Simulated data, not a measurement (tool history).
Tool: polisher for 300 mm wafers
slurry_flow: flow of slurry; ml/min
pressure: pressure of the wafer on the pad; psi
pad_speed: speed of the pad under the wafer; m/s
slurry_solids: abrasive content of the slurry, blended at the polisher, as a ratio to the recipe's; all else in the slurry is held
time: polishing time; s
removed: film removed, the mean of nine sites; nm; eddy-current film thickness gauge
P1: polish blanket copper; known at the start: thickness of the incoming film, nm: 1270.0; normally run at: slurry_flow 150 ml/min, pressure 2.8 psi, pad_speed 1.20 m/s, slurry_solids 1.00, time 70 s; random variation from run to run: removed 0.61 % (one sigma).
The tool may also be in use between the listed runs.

{"run": 1, "hour": 12.3, "slurry_flow": 150, "pressure": 2.8, "pad_speed": 1.2, "slurry_solids": 1.0, "time": 70, "removed": 209.06}
{"run": 2, "hour": 25.3, "slurry_flow": 225, "pressure": 1.7, "pad_speed": 1.2, "slurry_solids": 1.0, "time": 70, "removed": 134.21}
{"run": 3, "hour": 42.9, "slurry_flow": 150, "pressure": 2.8, "pad_speed": 0.72, "slurry_solids": 1.0, "time": 70, "removed": 126.92}
{"run": 4, "hour": 51.9, "slurry_flow": 150, "pressure": 4.4, "pad_speed": 1.2, "slurry_solids": 1.0, "time": 70, "removed": 327.06}
{"run": 5, "hour": 62.6, "slurry_flow": 150, "pressure": 2.8, "pad_speed": 1.2, "slurry_solids": 1.0, "time": 105, "removed": 313.16}
{"run": 6, "hour": 74.7, "slurry_flow": 150, "pressure": 2.8, "pad_speed": 1.2, "slurry_solids": 1.45, "time": 70, "removed": 228.2}
{"run": 7, "hour": 83.5, "slurry_flow": 150, "pressure": 2.8, "pad_speed": 1.2, "slurry_solids": 1.0, "time": 70, "removed": 206.08}
{"run": 8, "hour": 91.4, "slurry_flow": 150, "pressure": 1.9, "pad_speed": 1.2, "slurry_solids": 1.0, "time": 70, "removed": 142.85}
{"run": 9, "hour": 101.4, "slurry_flow": 220, "pressure": 2.8, "pad_speed": 1.68, "slurry_solids": 1.0, "time": 70, "removed": 307.61}
{"run": 10, "hour": 109.9, "slurry_flow": 150, "pressure": 2.8, "pad_speed": 1.2, "slurry_solids": 1.0, "time": 70, "removed": 205.85}
{"run": 11, "hour": 123.7, "slurry_flow": 150, "pressure": 3.5, "pad_speed": 1.2, "slurry_solids": 0.5, "time": 70, "removed": 226.44}
{"run": 12, "hour": 138.3, "slurry_flow": 150, "pressure": 2.8, "pad_speed": 1.2, "slurry_solids": 1.0, "time": 70, "removed": 207.79}
{"run": 13, "hour": 154.6, "slurry_flow": 150, "pressure": 2.8, "pad_speed": 1.2, "slurry_solids": 1.0, "time": 32, "removed": 96.491}
{"run": 14, "hour": 168.1, "slurry_flow": 90, "pressure": 2.8, "pad_speed": 1.2, "slurry_solids": 1.0, "time": 70, "removed": 187.54}
{"hour": 168.6, "done": "worn pad replaced by a new one"}
{"run": 15, "hour": 183.0, "slurry_flow": 150, "pressure": 2.8, "pad_speed": 1.2, "slurry_solids": 0.55, "time": 70, "removed": 185.02}
{"run": 16, "hour": 195.6, "slurry_flow": 150, "pressure": 2.8, "pad_speed": 1.54, "slurry_solids": 1.0, "time": 70, "removed": 269.18}
{"run": 17, "hour": 209.8, "slurry_flow": 220, "pressure": 2.8, "pad_speed": 1.2, "slurry_solids": 1.0, "time": 70, "removed": 220.33}
{"run": 18, "hour": 226.6, "slurry_flow": 150, "pressure": 2.8, "pad_speed": 1.2, "slurry_solids": 1.0, "time": 70, "removed": 209.71}
{"run": 19, "hour": 240.4, "slurry_flow": 150, "pressure": 2.8, "pad_speed": 1.2, "slurry_solids": 1.0, "time": 70, "removed": 202.96}
{"run": 20, "hour": 257.5, "slurry_flow": 150, "pressure": 2.8, "pad_speed": 1.2, "slurry_solids": 1.0, "time": 70, "removed": 196.52}
{"run": 21, "hour": 266.0, "slurry_flow": 150, "pressure": 2.8, "pad_speed": 1.2, "slurry_solids": 1.0, "time": 70, "removed": 196.35}
{"run": 22, "hour": 281.0, "slurry_flow": 150, "pressure": 2.8, "pad_speed": 1.2, "slurry_solids": 1.0, "time": 70, "removed": 195.1}

The next listed run, before its measurement:
{"hour": 286.2, "done": "worn pad replaced by a new one"}
{"run": 23, "hour": 291.7, "slurry_flow": 150, "pressure": 2.8, "pad_speed": 1.2, "slurry_solids": 1.0, "time": 70, "removed": "?"}

removed: 197.160 nm
